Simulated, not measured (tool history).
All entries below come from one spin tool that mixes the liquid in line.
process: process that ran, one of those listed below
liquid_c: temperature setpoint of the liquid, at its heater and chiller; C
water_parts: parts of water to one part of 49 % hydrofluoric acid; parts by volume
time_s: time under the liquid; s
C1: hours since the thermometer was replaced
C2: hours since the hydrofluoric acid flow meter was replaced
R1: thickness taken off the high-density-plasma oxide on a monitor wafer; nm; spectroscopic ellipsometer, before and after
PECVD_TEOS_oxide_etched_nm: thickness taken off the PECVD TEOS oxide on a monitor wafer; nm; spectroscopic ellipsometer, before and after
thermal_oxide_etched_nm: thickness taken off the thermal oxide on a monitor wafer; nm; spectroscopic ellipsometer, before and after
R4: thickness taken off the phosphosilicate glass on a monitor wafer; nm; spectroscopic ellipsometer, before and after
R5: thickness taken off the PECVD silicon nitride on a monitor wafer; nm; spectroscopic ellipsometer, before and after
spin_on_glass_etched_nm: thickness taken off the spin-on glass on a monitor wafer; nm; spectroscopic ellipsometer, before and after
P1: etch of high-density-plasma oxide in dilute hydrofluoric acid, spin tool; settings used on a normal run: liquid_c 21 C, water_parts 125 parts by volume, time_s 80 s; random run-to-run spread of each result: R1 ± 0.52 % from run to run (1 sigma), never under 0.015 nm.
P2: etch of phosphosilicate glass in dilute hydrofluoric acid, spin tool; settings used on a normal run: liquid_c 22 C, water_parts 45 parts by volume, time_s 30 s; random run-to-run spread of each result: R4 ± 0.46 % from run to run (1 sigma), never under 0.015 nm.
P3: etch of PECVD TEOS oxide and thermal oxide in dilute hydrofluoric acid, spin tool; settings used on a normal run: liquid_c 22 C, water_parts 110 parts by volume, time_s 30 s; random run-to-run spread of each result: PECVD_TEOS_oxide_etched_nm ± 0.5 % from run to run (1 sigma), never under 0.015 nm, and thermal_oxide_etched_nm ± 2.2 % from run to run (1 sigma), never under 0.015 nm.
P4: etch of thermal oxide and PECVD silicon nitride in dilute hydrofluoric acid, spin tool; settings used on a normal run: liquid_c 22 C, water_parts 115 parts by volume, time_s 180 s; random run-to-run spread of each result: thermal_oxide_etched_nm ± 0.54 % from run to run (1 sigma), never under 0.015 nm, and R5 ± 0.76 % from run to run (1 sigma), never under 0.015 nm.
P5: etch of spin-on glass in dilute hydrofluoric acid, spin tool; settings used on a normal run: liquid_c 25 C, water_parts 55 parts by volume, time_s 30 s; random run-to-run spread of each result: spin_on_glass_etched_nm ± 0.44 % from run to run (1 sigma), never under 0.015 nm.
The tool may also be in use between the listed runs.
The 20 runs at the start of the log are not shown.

{"run": 21, "hour": 83.9, "process": "P5", "liquid_c": 25, "water_parts": 55, "time_s": 30, "C1": 1770.7, "C2": 213.2, "spin_on_glass_etched_nm": 31.129}
{"hour": 85.1, "done": "hydrofluoric acid flow meter replaced"}
{"run": 22, "hour": 86.5, "process": "P5", "liquid_c": 25, "water_parts": 55, "time_s": 30, "C1": 1773.3, "C2": 1.5, "spin_on_glass_etched_nm": 31.517}
{"run": 23, "hour": 89.4, "process": "P4", "liquid_c": 17, "water_parts": 115, "time_s": 180, "C1": 1776.2, "C2": 4.4, "thermal_oxide_etched_nm": 5.2382, "R5": 2.361}
{"run": 24, "hour": 92.2, "process": "P3", "liquid_c": 26, "water_parts": 110, "time_s": 30, "C1": 1779, "C2": 7.2, "PECVD_TEOS_oxide_etched_nm": 8.0852, "thermal_oxide_etched_nm": 1.3259}
{"run": 25, "hour": 97.2, "process": "P2", "liquid_c": 22, "water_parts": 45, "time_s": 15, "C1": 1784, "C2": 12.2, "R4": 68.661}
{"hour": 102.0, "done": "thermometer replaced"}
{"run": 26, "hour": 102.2, "process": "P1", "liquid_c": 27, "water_parts": 125, "time_s": 80, "C1": 0.3, "C2": 17.2, "R1": 6.1419}
{"run": 27, "hour": 106.6, "process": "P2", "liquid_c": 22, "water_parts": 65, "time_s": 30, "C1": 4.7, "C2": 21.6, "R4": 92.97}
{"run": 28, "hour": 110.9, "process": "P1", "liquid_c": 17, "water_parts": 125, "time_s": 80, "C1": 9, "C2": 25.9, "R1": 4.0974}
{"run": 29, "hour": 113.4, "process": "P2", "liquid_c": 17, "water_parts": 45, "time_s": 30, "C1": 11.5, "C2": 28.4, "R4": 111.6}
{"run": 30, "hour": 117.7, "process": "P1", "liquid_c": 21, "water_parts": 125, "time_s": 80, "C1": 15.8, "C2": 32.7, "R1": 4.8308}
{"run": 31, "hour": 122.2, "process": "P1", "liquid_c": 21, "water_parts": 125, "time_s": 80, "C1": 20.3, "C2": 37.2, "R1": 4.6465}
{"run": 32, "hour": 125.9, "process": "P1", "liquid_c": 21, "water_parts": 125, "time_s": 80, "C1": 24, "C2": 40.9, "R1": 4.5361}
{"run": 33, "hour": 129.1, "process": "P1", "liquid_c": 21, "water_parts": 125, "time_s": 80, "C1": 27.2, "C2": 44.1, "R1": 4.4888}

Forecast run 34:
{"run": 34, "hour": 133.1, "process": "P1", "liquid_c": 21, "water_parts": 125, "time_s": 80, "C1": 31.2, "C2": 48.1, "R1": "?"}

R1: 4.4519 nm
